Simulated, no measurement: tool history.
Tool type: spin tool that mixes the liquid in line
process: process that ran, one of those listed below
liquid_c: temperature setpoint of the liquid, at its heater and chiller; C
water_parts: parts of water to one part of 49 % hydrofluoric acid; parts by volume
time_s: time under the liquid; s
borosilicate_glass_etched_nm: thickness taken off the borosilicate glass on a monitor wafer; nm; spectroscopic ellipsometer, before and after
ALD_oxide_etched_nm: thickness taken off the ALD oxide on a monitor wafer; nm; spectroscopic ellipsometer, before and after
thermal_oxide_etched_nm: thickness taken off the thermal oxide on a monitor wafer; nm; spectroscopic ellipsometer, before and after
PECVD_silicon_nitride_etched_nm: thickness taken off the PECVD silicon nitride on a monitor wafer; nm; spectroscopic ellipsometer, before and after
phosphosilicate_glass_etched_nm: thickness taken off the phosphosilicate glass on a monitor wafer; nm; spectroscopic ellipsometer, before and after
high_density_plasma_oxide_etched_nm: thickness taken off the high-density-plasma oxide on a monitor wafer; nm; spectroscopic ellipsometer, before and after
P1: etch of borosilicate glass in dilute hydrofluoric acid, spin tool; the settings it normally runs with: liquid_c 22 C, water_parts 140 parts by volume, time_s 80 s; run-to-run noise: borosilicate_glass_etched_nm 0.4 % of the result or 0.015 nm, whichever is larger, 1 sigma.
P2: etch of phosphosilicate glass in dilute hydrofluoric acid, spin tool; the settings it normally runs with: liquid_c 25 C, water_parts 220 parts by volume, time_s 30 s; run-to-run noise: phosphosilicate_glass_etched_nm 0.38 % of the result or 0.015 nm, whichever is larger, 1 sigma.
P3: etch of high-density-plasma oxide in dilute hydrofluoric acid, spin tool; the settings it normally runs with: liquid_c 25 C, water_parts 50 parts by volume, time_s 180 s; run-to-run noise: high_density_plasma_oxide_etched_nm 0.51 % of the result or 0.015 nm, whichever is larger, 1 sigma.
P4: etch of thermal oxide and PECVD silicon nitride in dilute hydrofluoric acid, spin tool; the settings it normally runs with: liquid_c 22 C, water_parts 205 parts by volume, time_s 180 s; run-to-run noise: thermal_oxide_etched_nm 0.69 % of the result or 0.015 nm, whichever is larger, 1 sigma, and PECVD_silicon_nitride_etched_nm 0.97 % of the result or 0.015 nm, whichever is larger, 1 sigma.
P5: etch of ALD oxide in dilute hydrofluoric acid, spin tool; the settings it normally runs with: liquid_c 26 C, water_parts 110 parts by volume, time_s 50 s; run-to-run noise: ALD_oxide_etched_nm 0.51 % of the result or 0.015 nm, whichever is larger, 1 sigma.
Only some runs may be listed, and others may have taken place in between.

| run | day | process | liquid_c | water_parts | time_s | hours since the thermometer was replaced | hours since the hydrofluoric acid flow meter was replaced | borosilicate_glass_etched_nm | ALD_oxide_etched_nm | thermal_oxide_etched_nm | PECVD_silicon_nitride_etched_nm | phosphosilicate_glass_etched_nm | high_density_plasma_oxide_etched_nm |
|---|---|---|---|---|---|---|---|---|---|---|---|---|---|
| 1 | 0.504 | P1 | 22 | 140 | 80 | 387.4 | 434.9 | 8.8042 |  |  |  |  |  |
| 2 | 1 | P5 | 26 | 30 | 50 | 399.3 | 446.8 |  | 25.045 |  |  |  |  |
| 3 | 1.279 | P1 | 22 | 140 | 80 | 406 | 453.5 | 8.8883 |  |  |  |  |  |
| 4 | 1.808 | P4 | 22 | 205 | 180 | 418.7 | 466.2 |  |  | 3.5174 | 2.6023 |  |  |
| 5 | 2.125 | P1 | 22 | 140 | 130 | 426.3 | 473.8 | 14.394 |  |  |  |  |  |
| 6 | 2.642 | P1 | 27.5 | 245 | 80 | 438.7 | 486.2 | 5.6001 |  |  |  |  |  |
| 7 | 3.075 | P4 | 22 | 205 | 180 | 449.1 | 496.6 |  |  | 3.5264 | 2.6474 |  |  |
| 8 | 3.483 | P5 | 30 | 110 | 50 | 458.9 | 506.4 |  | 7.2033 |  |  |  |  |
| 9 | 3.792 | P2 | 17.5 | 220 | 30 | 466.3 | 513.8 |  |  |  |  | 18.093 |  |
| 10 | 4.183 | P3 | 25 | 50 | 180 | 475.7 | 523.2 |  |  |  |  |  | 29.025 |
| 11 | 4.417 | P5 | 26 | 110 | 50 | 481.3 | 528.8 |  | 6.1562 |  |  |  |  |
| 12 | 4.929 | P1 | 22 | 85 | 80 | 493.6 | 541.1 | 15.441 |  |  |  |  |  |
| 13 | 5.329 | P1 | 22 | 140 | 80 | 503.2 | 550.7 | 8.8338 |  |  |  |  |  |
| 14 | 5.817 | P3 | 25 | 50 | 180 | 514.9 | 562.4 |  |  |  |  |  | 29.054 |
| 15 | 6.217 | P4 | 22 | 75 | 180 | 524.5 | 572 |  |  | 11.234 | 7.0501 |  |  |
| 16 | 6.679 | P1 | 17 | 140 | 80 | 535.6 | 583.1 | 7.2582 |  |  |  |  |  |
| 17 | 7.2 | P1 | 18.5 | 140 | 20 | 548.1 | 595.6 | 1.9165 |  |  |  |  |  |
| 18 | 7.633 | P1 | 18 | 220 | 80 | 558.5 | 606 | 4.4769 |  |  |  |  |  |
| 19 | 8.05 | P2 | 25 | 135 | 30 | 568.5 | 616 |  |  |  |  | 42.758 |  |
| 20 | 8.475 | P3 | 25 | 50 | 75 | 578.7 | 626.2 |  |  |  |  |  | 12.027 |
| 21 | 8.833 | P1 | 22 | 225 | 80 | 587.3 | 634.8 | 5.0347 |  |  |  |  |  |
| 22 | 9.338 | P1 | 22 | 140 | 80 | 599.4 | 646.9 | 8.8737 |  |  |  |  |  |
| 23 | 9.567 | P2 | 25 | 220 | 15 | 604.9 | 652.4 |  |  |  |  | 11.939 |  |
| 24 | 9.829 | P3 | 19 | 50 | 180 | 611.2 | 658.7 |  |  |  |  |  | 22.686 |
| 25 | 10.254 | P5 | 26 | 110 | 50 | 621.4 | 668.9 |  | 6.1793 |  |  |  |  |
| 26 | 10.775 | P5 | 26 | 110 | 15 | 633.9 | 681.4 |  | 1.8334 |  |  |  |  |
| 27 | 11.058 | P1 | 30 | 140 | 80 | 640.7 | 688.2 | 11.991 |  |  |  |  |  |
| 28 | 11.375 | P1 | 22 | 140 | 15 | 648.3 | 695.8 | 1.6637 |  |  |  |  |  |
| 29 | 11.746 | P4 | 17 | 205 | 180 | 657.2 | 704.7 |  |  | 2.8892 | 1.8469 |  |  |
| 30 | 12.246 | P2 | 25 | 220 | 30 | 669.2 | 716.7 |  |  |  |  | 23.939 |  |
| 31 | 12.679 | P3 | 25 | 80 | 180 | 679.6 | 727.1 |  |  |  |  |  | 17.311 |
| 32 | 13.146 | P4 | 22 | 205 | 85 | 690.8 | 738.3 |  |  | 1.6809 | 1.2463 |  |  |
| 33 | 13.558 | P1 | 22 | 140 | 80 | 700.7 | 748.2 | 8.9076 |  |  |  |  |  |
| 34 | 14.071 | P1 | 22 | 140 | 80 | 713 | 760.5 | 8.5602 |  |  |  |  |  |
| 35 | 14.529 | P1 | 22 | 140 | 80 | 724 | 771.5 | 8.4323 |  |  |  |  |  |
| 36 | 14.762 | P1 | 22 | 140 | 80 | 729.6 | 777.1 | 8.3387 |  |  |  |  |  |

For run 37, what comes out?
| 37 | 15.054 | P1 | 22 | 140 | 80 | 736.6 | 784.1 | ? |  |  |  |  |  |

borosilicate_glass_etched_nm: 8.277 nm

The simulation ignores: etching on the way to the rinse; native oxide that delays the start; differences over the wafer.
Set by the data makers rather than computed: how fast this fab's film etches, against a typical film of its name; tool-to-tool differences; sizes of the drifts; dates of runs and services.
